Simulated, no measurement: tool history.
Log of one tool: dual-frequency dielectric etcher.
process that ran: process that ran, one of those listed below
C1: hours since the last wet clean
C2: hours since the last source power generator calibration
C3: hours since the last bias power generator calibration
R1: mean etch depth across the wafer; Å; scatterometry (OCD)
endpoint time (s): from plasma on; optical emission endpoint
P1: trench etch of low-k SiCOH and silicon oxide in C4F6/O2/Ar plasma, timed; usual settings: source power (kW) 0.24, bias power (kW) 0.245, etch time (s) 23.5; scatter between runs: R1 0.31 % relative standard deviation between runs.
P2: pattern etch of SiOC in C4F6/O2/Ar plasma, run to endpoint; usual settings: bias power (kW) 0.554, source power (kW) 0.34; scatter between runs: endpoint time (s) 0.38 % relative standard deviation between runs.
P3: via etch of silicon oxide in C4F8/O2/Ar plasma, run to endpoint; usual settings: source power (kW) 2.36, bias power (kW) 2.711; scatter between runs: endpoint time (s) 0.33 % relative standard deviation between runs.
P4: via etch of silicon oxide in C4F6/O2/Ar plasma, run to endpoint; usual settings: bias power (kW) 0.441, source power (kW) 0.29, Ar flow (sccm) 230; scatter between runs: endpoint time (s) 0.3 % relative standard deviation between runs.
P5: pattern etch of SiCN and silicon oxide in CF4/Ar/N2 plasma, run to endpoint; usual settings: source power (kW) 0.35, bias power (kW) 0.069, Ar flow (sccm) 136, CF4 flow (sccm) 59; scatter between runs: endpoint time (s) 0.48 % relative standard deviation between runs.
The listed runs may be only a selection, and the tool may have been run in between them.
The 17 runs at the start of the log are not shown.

run 18 hour=86.9 | process_that_ran=P3 source_power_(kW)=2.36 bias_power_(kW)=1.707 | C1=300.8 C2=1386.4 C3=1270.4 | endpoint_time_(s)=321.56
run 19 hour=90.8 | process_that_ran=P4 source_power_(kW)=0.29 bias_power_(kW)=0.441 Ar_flow_(sccm)=133 | C1=304.7 C2=1390.3 C3=1274.3 | endpoint_time_(s)=14.916
run 20 hour=94.8 | process_that_ran=P5 source_power_(kW)=0.27 bias_power_(kW)=0.069 Ar_flow_(sccm)=136 CF4_flow_(sccm)=59 | C1=308.7 C2=1394.3 C3=1278.3 | endpoint_time_(s)=28.4
run 21 hour=99.4 | process_that_ran=P1 source_power_(kW)=0.24 bias_power_(kW)=0.245 etch_time_(s)=23.5 | C1=313.3 C2=1398.9 C3=1282.9 | R1=664.93
run 22 hour=102.7 | process_that_ran=P1 source_power_(kW)=0.24 bias_power_(kW)=0.292 etch_time_(s)=23.5 | C1=316.6 C2=1402.2 C3=1286.2 | R1=706.96
run 23 hour=106.5 | process_that_ran=P1 source_power_(kW)=0.24 bias_power_(kW)=0.319 etch_time_(s)=17 | C1=320.4 C2=1406 C3=1290 | R1=529.41
run 24 hour=111 | process_that_ran=P1 source_power_(kW)=0.3 bias_power_(kW)=0.245 etch_time_(s)=23.5 | C1=324.9 C2=1410.5 C3=1294.5 | R1=725.11
run 25 hour=116.7 | process_that_ran=P1 source_power_(kW)=0.24 bias_power_(kW)=0.245 etch_time_(s)=16 | C1=330.6 C2=1416.2 C3=1300.2 | R1=452.08
run 26 hour=123.1 | process_that_ran=P1 source_power_(kW)=0.24 bias_power_(kW)=0.245 etch_time_(s)=23.5 | C1=337 C2=1422.6 C3=1306.6 | R1=666.17
run 27 hour=127.9 | process_that_ran=P5 source_power_(kW)=0.35 bias_power_(kW)=0.069 Ar_flow_(sccm)=136 CF4_flow_(sccm)=43 | C1=341.8 C2=1427.4 C3=1311.4 | endpoint_time_(s)=23.927
run 28 hour=132.1 | process_that_ran=P2 source_power_(kW)=0.34 bias_power_(kW)=0.346 | C1=346 C2=1431.6 C3=1315.6 | endpoint_time_(s)=16.912
run 29 hour=137 | process_that_ran=P1 source_power_(kW)=0.24 bias_power_(kW)=0.245 etch_time_(s)=23.5 | C1=350.9 C2=1436.5 C3=1320.5 | R1=662.8
run 30 hour=141.5 | process_that_ran=P1 source_power_(kW)=0.24 bias_power_(kW)=0.245 etch_time_(s)=23.5 | C1=355.4 C2=1441 C3=1325 | R1=664.27

Run 31 has not been measured yet. What should we expect?
run 31 hour=146.8 | process_that_ran=P1 source_power_(kW)=0.24 bias_power_(kW)=0.245 etch_time_(s)=23.5 | C1=360.7 C2=1446.3 C3=1330.3 | R1=?

R1: 660.73 Å
